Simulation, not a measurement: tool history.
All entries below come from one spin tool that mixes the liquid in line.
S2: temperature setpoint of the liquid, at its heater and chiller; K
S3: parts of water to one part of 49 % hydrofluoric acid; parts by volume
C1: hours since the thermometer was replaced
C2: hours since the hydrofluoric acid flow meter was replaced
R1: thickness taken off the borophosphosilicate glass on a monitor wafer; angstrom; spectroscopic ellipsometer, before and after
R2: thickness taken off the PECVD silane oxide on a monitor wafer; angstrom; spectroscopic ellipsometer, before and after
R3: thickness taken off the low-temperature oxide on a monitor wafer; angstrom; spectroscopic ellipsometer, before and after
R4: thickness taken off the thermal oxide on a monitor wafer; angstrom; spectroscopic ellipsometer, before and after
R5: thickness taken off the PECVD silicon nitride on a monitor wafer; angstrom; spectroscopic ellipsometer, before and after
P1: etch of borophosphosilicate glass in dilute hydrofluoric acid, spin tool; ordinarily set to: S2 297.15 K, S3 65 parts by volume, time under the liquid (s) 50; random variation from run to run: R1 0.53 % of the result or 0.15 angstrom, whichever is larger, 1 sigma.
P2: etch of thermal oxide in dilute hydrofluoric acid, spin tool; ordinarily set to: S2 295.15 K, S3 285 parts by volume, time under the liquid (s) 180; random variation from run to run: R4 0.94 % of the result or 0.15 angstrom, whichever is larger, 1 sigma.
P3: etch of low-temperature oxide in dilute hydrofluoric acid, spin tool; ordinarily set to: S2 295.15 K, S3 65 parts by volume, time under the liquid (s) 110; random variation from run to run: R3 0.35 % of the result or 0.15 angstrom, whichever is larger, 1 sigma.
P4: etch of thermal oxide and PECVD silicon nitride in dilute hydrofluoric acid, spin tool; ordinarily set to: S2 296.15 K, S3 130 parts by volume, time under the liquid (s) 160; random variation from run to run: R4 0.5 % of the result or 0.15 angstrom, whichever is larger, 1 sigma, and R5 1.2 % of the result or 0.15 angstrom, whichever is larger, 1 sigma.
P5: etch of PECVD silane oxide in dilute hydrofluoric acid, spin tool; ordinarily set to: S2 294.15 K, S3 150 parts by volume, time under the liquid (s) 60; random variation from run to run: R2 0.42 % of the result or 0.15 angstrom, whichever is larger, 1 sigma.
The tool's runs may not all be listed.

run 1 hour=9.6 | process_that_ran=P1 S2=297.15 S3=65 time_under_the_liquid_(s)=50 | C1=1259.1 C2=650.5 | R1=414.36
run 2 hour=18.4 | process_that_ran=P1 S2=297.15 S3=35 time_under_the_liquid_(s)=75 | C1=1267.9 C2=659.3 | R1=1211.90
run 3 hour=23.7 | process_that_ran=P1 S2=297.15 S3=65 time_under_the_liquid_(s)=50 | C1=1273.2 C2=664.6 | R1=414.36
run 4 hour=28.5 | process_that_ran=P5 S2=294.15 S3=150 time_under_the_liquid_(s)=110 | C1=1278.0 C2=669.4 | R2=168.790
run 5 hour=36.1 | process_that_ran=P1 S2=297.15 S3=100 time_under_the_liquid_(s)=50 | C1=1285.6 C2=677.0 | R1=258.94
run 6 hour=41.3 | process_that_ran=P3 S2=303.15 S3=65 time_under_the_liquid_(s)=110 | C1=1290.8 C2=682.2 | R3=515.450
run 7 hour=49.2 | process_that_ran=P1 S2=297.15 S3=65 time_under_the_liquid_(s)=50 | C1=1298.7 C2=690.1 | R1=414.41
run 8 hour=58.9 | process_that_ran=P4 S2=296.15 S3=130 time_under_the_liquid_(s)=160 | C1=1308.4 C2=699.8 | R4=52.5670 R5=19.600
run 9 hour=68.5 | process_that_ran=P2 S2=290.65 S3=285 time_under_the_liquid_(s)=180 | C1=1318.0 C2=709.4 | R4=18.6400
run 10 hour=76.7 | process_that_ran=P5 S2=294.15 S3=150 time_under_the_liquid_(s)=60 | C1=1326.2 C2=717.6 | R2=92.895
run 11 hour=82.7 | process_that_ran=P1 S2=291.65 S3=65 time_under_the_liquid_(s)=50 | C1=1332.2 C2=723.6 | R1=329.53
run 12 hour=90.6 | process_that_ran=P3 S2=295.15 S3=65 time_under_the_liquid_(s)=110 | C1=1340.1 C2=731.5 | R3=376.970
-- hour=93.5 hydrofluoric acid flow meter replaced
run 13 hour=97.1 | process_that_ran=P4 S2=292.15 S3=130 time_under_the_liquid_(s)=160 | C1=1346.6 C2=3.7 | R4=45.3350 R5=14.778
run 14 hour=101.7 | process_that_ran=P2 S2=295.15 S3=105 time_under_the_liquid_(s)=180 | C1=1351.2 C2=8.3 | R4=71.5060
run 15 hour=107.4 | process_that_ran=P2 S2=295.15 S3=285 time_under_the_liquid_(s)=180 | C1=1356.9 C2=14.0 | R4=22.0090
run 16 hour=115.4 | process_that_ran=P1 S2=297.15 S3=65 time_under_the_liquid_(s)=95 | C1=1364.9 C2=22.0 | R1=790.85
run 17 hour=125.2 | process_that_ran=P1 S2=297.15 S3=65 time_under_the_liquid_(s)=50 | C1=1374.7 C2=31.8 | R1=418.10
run 18 hour=131.4 | process_that_ran=P1 S2=297.15 S3=65 time_under_the_liquid_(s)=50 | C1=1380.9 C2=38.0 | R1=416.41
run 19 hour=140.6 | process_that_ran=P1 S2=297.15 S3=20 time_under_the_liquid_(s)=15 | C1=1390.1 C2=47.2 | R1=434.50
run 20 hour=149.5 | process_that_ran=P3 S2=295.15 S3=65 time_under_the_liquid_(s)=15 | C1=1399.0 C2=56.1 | R3=51.458
run 21 hour=159.1 | process_that_ran=P5 S2=290.15 S3=150 time_under_the_liquid_(s)=60 | C1=1408.6 C2=65.7 | R2=78.158
run 22 hour=163.6 | process_that_ran=P4 S2=296.15 S3=220 time_under_the_liquid_(s)=160 | C1=1413.1 C2=70.2 | R4=28.1370 R5=11.620
run 23 hour=172.0 | process_that_ran=P1 S2=297.15 S3=20 time_under_the_liquid_(s)=50 | C1=1421.5 C2=78.6 | R1=1439.10
run 24 hour=178.9 | process_that_ran=P1 S2=302.15 S3=65 time_under_the_liquid_(s)=50 | C1=1428.4 C2=85.5 | R1=512.44
run 25 hour=184.1 | process_that_ran=P4 S2=296.15 S3=130 time_under_the_liquid_(s)=160 | C1=1433.6 C2=90.7 | R4=52.3750 R5=19.602
run 26 hour=188.6 | process_that_ran=P4 S2=296.15 S3=130 time_under_the_liquid_(s)=320 | C1=1438.1 C2=95.2 | R4=104.9600 R5=39.134
run 27 hour=196.5 | process_that_ran=P2 S2=295.15 S3=285 time_under_the_liquid_(s)=180 | C1=1446.0 C2=103.1 | R4=21.9760
run 28 hour=202.5 | process_that_ran=P2 S2=295.15 S3=285 time_under_the_liquid_(s)=15 | C1=1452.0 C2=109.1 | R4=1.8828
run 29 hour=210.0 | process_that_ran=P1 S2=297.15 S3=65 time_under_the_liquid_(s)=15 | C1=1459.5 C2=116.6 | R1=124.96
run 30 hour=219.5 | process_that_ran=P5 S2=294.15 S3=30 time_under_the_liquid_(s)=60 | C1=1469.0 C2=126.1 | R2=532.200
run 31 hour=227.6 | process_that_ran=P1 S2=297.15 S3=65 time_under_the_liquid_(s)=50 | C1=1477.1 C2=134.2 | R1=415.94
run 32 hour=234.4 | process_that_ran=P3 S2=295.15 S3=30 time_under_the_liquid_(s)=110 | C1=1483.9 C2=141.0 | R3=854.200
run 33 hour=244.0 | process_that_ran=P1 S2=297.15 S3=65 time_under_the_liquid_(s)=50 | C1=1493.5 C2=150.6 | R1=416.50
run 34 hour=250.5 | process_that_ran=P1 S2=297.15 S3=65 time_under_the_liquid_(s)=50 | C1=1500.0 C2=157.1 | R1=412.79
run 35 hour=260.5 | process_that_ran=P1 S2=297.15 S3=65 time_under_the_liquid_(s)=50 | C1=1510.0 C2=167.1 | R1=400.04
run 36 hour=265.2 | process_that_ran=P1 S2=297.15 S3=65 time_under_the_liquid_(s)=50 | C1=1514.7 C2=171.8 | R1=398.70
run 37 hour=274.9 | process_that_ran=P1 S2=297.15 S3=65 time_under_the_liquid_(s)=50 | C1=1524.4 C2=181.5 | R1=394.89
run 38 hour=281.8 | process_that_ran=P1 S2=297.15 S3=65 time_under_the_liquid_(s)=50 | C1=1531.3 C2=188.4 | R1=393.51
run 39 hour=291.3 | process_that_ran=P1 S2=297.15 S3=65 time_under_the_liquid_(s)=50 | C1=1540.8 C2=197.9 | R1=389.26
run 40 hour=297.6 | process_that_ran=P1 S2=297.15 S3=65 time_under_the_liquid_(s)=50 | C1=1547.1 C2=204.2 | R1=388.87
run 41 hour=303.7 | process_that_ran=P1 S2=297.15 S3=65 time_under_the_liquid_(s)=50 | C1=1553.2 C2=210.3 | R1=388.69
run 42 hour=313.5 | process_that_ran=P1 S2=297.15 S3=65 time_under_the_liquid_(s)=50 | C1=1563.0 C2=220.1 | R1=392.59
run 43 hour=321.4 | process_that_ran=P1 S2=297.15 S3=65 time_under_the_liquid_(s)=50 | C1=1570.9 C2=228.0 | R1=391.93

P1 has crept away from where it was. The log is fitted equally well by each of these 2 causes, at the sizes shown:
A: hydrofluoric acid flow below the setpoint (%) = 6.28
B: liquid colder than its thermometer reads (K) = 1.72
At approximately hour 244.0, the process output began to creep.

The list below offers 4 check runs, each averaging the results of 5 wafers, and shows each result as a question mark. For which of them would the listed causes give clearly different results?
run check 1 hour=329.3 | process_that_ran=P4 S2=296.15 S3=185 time_under_the_liquid_(s)=290 | R4=? R5=?
run check 2 hour=329.3 | process_that_ran=P2 S2=291.65 S3=185 time_under_the_liquid_(s)=180 | R4=?
run check 3 hour=329.3 | process_that_ran=P3 S2=295.15 S3=45 time_under_the_liquid_(s)=15 | R3=?
run check 4 hour=329.3 | process_that_ran=P5 S2=294.15 S3=45 time_under_the_liquid_(s)=110 | R2=?

If the cause were each of the candidates in turn, the checks would give the following:
check=check_1 result=R4 if_A=58.3360 if_B=59.0720
check=check_1 result=R5 if_A=23.298 if_B=22.220
check=check_2 result=R4 if_A=29.9910 if_B=30.2330
check=check_3 result=R3 if_A=70.912 if_B=70.637
check=check_4 result=R2 if_A=593.820 if_B=591.120
Distance between the nearest two causes, measured in the result of the check that separates them most: check 1 4.74 %; check 2 0.8 %; check 3 0.39 %; check 4 0.45 %
Check 1 distinguishes between the causes, while the remaining checks would return nearly the same result for all of them.

Running check 1 produced the following: R4 58.8910 angstrom; R5 22.135 angstrom. Which one of the listed causes fits?

It was cause B: liquid colder than its thermometer reads (K).

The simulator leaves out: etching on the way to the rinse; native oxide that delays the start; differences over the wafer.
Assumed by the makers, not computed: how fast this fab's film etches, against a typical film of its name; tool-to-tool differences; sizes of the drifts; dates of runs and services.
